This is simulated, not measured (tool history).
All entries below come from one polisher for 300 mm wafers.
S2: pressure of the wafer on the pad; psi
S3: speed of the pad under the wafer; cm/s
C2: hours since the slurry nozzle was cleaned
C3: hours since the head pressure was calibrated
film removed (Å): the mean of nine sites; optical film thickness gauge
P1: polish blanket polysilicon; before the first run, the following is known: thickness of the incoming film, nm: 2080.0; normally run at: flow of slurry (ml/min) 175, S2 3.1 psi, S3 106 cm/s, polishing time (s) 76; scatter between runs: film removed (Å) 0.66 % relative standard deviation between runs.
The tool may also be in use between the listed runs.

{"run": 1, "hour": 4.6, "flow of slurry (ml/min)": 175, "S2": 3.1, "S3": 106, "polishing time (s)": 76, "wafers polished on this pad": 212, "C2": 301.0, "C3": 142.1, "film removed (Å)": 7797.3}
{"run": 2, "hour": 9.0, "flow of slurry (ml/min)": 235, "S2": 4.2, "S3": 106, "polishing time (s)": 76, "wafers polished on this pad": 255, "C2": 305.4, "C3": 146.5, "film removed (Å)": 10956.0}
{"hour": 9.5, "done": "slurry nozzle cleaned"}
{"run": 3, "hour": 14.1, "flow of slurry (ml/min)": 175, "S2": 3.1, "S3": 106, "polishing time (s)": 42, "wafers polished on this pad": 305, "C2": 4.7, "C3": 151.6, "film removed (Å)": 4292.2}
{"run": 4, "hour": 19.7, "flow of slurry (ml/min)": 175, "S2": 2.1, "S3": 106, "polishing time (s)": 76, "wafers polished on this pad": 360, "C2": 10.3, "C3": 157.2, "film removed (Å)": 5258.6}
{"run": 5, "hour": 25.0, "flow of slurry (ml/min)": 175, "S2": 3.1, "S3": 48, "polishing time (s)": 76, "wafers polished on this pad": 412, "C2": 15.6, "C3": 162.5, "film removed (Å)": 3580.1}
{"hour": 31.5, "done": "head pressure recalibrated"}
{"run": 6, "hour": 32.1, "flow of slurry (ml/min)": 175, "S2": 4.9, "S3": 106, "polishing time (s)": 76, "wafers polished on this pad": 481, "C2": 22.7, "C3": 0.6, "film removed (Å)": 12332.0}
{"run": 7, "hour": 38.1, "flow of slurry (ml/min)": 175, "S2": 3.1, "S3": 106, "polishing time (s)": 76, "wafers polished on this pad": 540, "C2": 28.7, "C3": 6.6, "film removed (Å)": 7836.0}
{"run": 8, "hour": 41.5, "flow of slurry (ml/min)": 175, "S2": 3.1, "S3": 106, "polishing time (s)": 76, "wafers polished on this pad": 573, "C2": 32.1, "C3": 10.0, "film removed (Å)": 7781.7}
{"run": 9, "hour": 47.9, "flow of slurry (ml/min)": 175, "S2": 3.1, "S3": 52, "polishing time (s)": 104, "wafers polished on this pad": 636, "C2": 38.5, "C3": 16.4, "film removed (Å)": 5205.2}
{"run": 10, "hour": 52.9, "flow of slurry (ml/min)": 175, "S2": 3.1, "S3": 106, "polishing time (s)": 111, "wafers polished on this pad": 685, "C2": 43.5, "C3": 21.4, "film removed (Å)": 11386.0}
{"run": 11, "hour": 59.2, "flow of slurry (ml/min)": 105, "S2": 3.1, "S3": 106, "polishing time (s)": 76, "wafers polished on this pad": 747, "C2": 49.8, "C3": 27.7, "film removed (Å)": 7081.0}
{"run": 12, "hour": 66.0, "flow of slurry (ml/min)": 175, "S2": 3.1, "S3": 106, "polishing time (s)": 76, "wafers polished on this pad": 813, "C2": 56.6, "C3": 34.5, "film removed (Å)": 7859.1}
{"run": 13, "hour": 70.4, "flow of slurry (ml/min)": 175, "S2": 3.1, "S3": 106, "polishing time (s)": 76, "wafers polished on this pad": 856, "C2": 61.0, "C3": 38.9, "film removed (Å)": 7830.9}
{"run": 14, "hour": 74.6, "flow of slurry (ml/min)": 225, "S2": 3.1, "S3": 106, "polishing time (s)": 76, "wafers polished on this pad": 897, "C2": 65.2, "C3": 43.1, "film removed (Å)": 8107.8}
{"run": 15, "hour": 77.9, "flow of slurry (ml/min)": 175, "S2": 3.1, "S3": 160, "polishing time (s)": 76, "wafers polished on this pad": 930, "C2": 68.5, "C3": 46.4, "film removed (Å)": 11788.0}
{"run": 16, "hour": 81.9, "flow of slurry (ml/min)": 175, "S2": 3.1, "S3": 106, "polishing time (s)": 76, "wafers polished on this pad": 969, "C2": 72.5, "C3": 50.4, "film removed (Å)": 7848.1}
{"run": 17, "hour": 86.3, "flow of slurry (ml/min)": 175, "S2": 3.1, "S3": 106, "polishing time (s)": 76, "wafers polished on this pad": 1012, "C2": 76.9, "C3": 54.8, "film removed (Å)": 7685.4}
{"run": 18, "hour": 92.2, "flow of slurry (ml/min)": 175, "S2": 3.1, "S3": 106, "polishing time (s)": 76, "wafers polished on this pad": 1070, "C2": 82.8, "C3": 60.7, "film removed (Å)": 7682.5}
{"run": 19, "hour": 99.2, "flow of slurry (ml/min)": 175, "S2": 3.1, "S3": 106, "polishing time (s)": 76, "wafers polished on this pad": 1138, "C2": 89.8, "C3": 67.7, "film removed (Å)": 7482.6}
{"hour": 102.6, "done": "worn pad replaced by a new one"}
{"run": 20, "hour": 106.5, "flow of slurry (ml/min)": 175, "S2": 3.1, "S3": 106, "polishing time (s)": 76, "wafers polished on this pad": 38, "C2": 97.1, "C3": 75.0, "film removed (Å)": 7412.4}
{"run": 21, "hour": 109.8, "flow of slurry (ml/min)": 175, "S2": 3.1, "S3": 106, "polishing time (s)": 76, "wafers polished on this pad": 71, "C2": 100.4, "C3": 78.3, "film removed (Å)": 7314.1}
{"run": 22, "hour": 113.4, "flow of slurry (ml/min)": 175, "S2": 3.1, "S3": 106, "polishing time (s)": 76, "wafers polished on this pad": 106, "C2": 104.0, "C3": 81.9, "film removed (Å)": 7235.8}
{"run": 23, "hour": 119.5, "flow of slurry (ml/min)": 175, "S2": 3.1, "S3": 106, "polishing time (s)": 76, "wafers polished on this pad": 166, "C2": 110.1, "C3": 88.0, "film removed (Å)": 7339.5}
{"run": 24, "hour": 126.4, "flow of slurry (ml/min)": 175, "S2": 3.1, "S3": 106, "polishing time (s)": 76, "wafers polished on this pad": 233, "C2": 117.0, "C3": 94.9, "film removed (Å)": 7287.5}
{"run": 25, "hour": 132.2, "flow of slurry (ml/min)": 175, "S2": 3.1, "S3": 106, "polishing time (s)": 76, "wafers polished on this pad": 290, "C2": 122.8, "C3": 100.7, "film removed (Å)": 7268.8}

P1 has crept away from where it was. The log is fitted equally well by each of these 2 causes, at the sizes shown:
A: slurry flow missing at the pad, % = 31.6
B: head's pressure below its setpoint, % = 6.54
The onset of the drift is placed at about hour 81.9.
Other possible causes, and why each is ruled out:
removal rate lost through wear of the pad, %: serviced after onset, at hour 102.6, with no recovery of the prior output

You are offered 4 check runs, listed below with question marks in place of their results; each one averages 3 wafers. Which run separates the listed causes by giving clearly different results for each?
{"run": "check 1", "hour": 138.0, "flow of slurry (ml/min)": 115, "S2": 4.7, "S3": 106, "polishing time (s)": 76, "film removed (Å)": "?"}
{"run": "check 2", "hour": 138.0, "flow of slurry (ml/min)": 175, "S2": 3.1, "S3": 56, "polishing time (s)": 51, "film removed (Å)": "?"}
{"run": "check 3", "hour": 138.0, "flow of slurry (ml/min)": 175, "S2": 2.4, "S3": 106, "polishing time (s)": 76, "film removed (Å)": "?"}
{"run": "check 4", "hour": 138.0, "flow of slurry (ml/min)": 175, "S2": 3.1, "S3": 140, "polishing time (s)": 94, "film removed (Å)": "?"}

What every check run would give for each of its results, assuming each possible cause in turn:
check=check_1 result=film_removed_(Å) if_A=9936.4 if_B=10248.0
check=check_2 result=film_removed_(Å) if_A=2586.1 if_B=2585.9
check=check_3 result=film_removed_(Å) if_A=5647.5 if_B=5647.1
check=check_4 result=film_removed_(Å) if_A=11916.0 if_B=11916.0
Distance between the nearest two causes, measured in the result of the check that separates them most: check 1 3.09 %; check 2 0.01 %; check 3 0.01 %; check 4 0.01 %
The causes can be told apart only by check 1. The other checks would give nearly the same results under each of them.

Here is what check 1 returned: film removed (Å) 9931.5. Which cause is it?

It was cause A: slurry flow missing at the pad, %.

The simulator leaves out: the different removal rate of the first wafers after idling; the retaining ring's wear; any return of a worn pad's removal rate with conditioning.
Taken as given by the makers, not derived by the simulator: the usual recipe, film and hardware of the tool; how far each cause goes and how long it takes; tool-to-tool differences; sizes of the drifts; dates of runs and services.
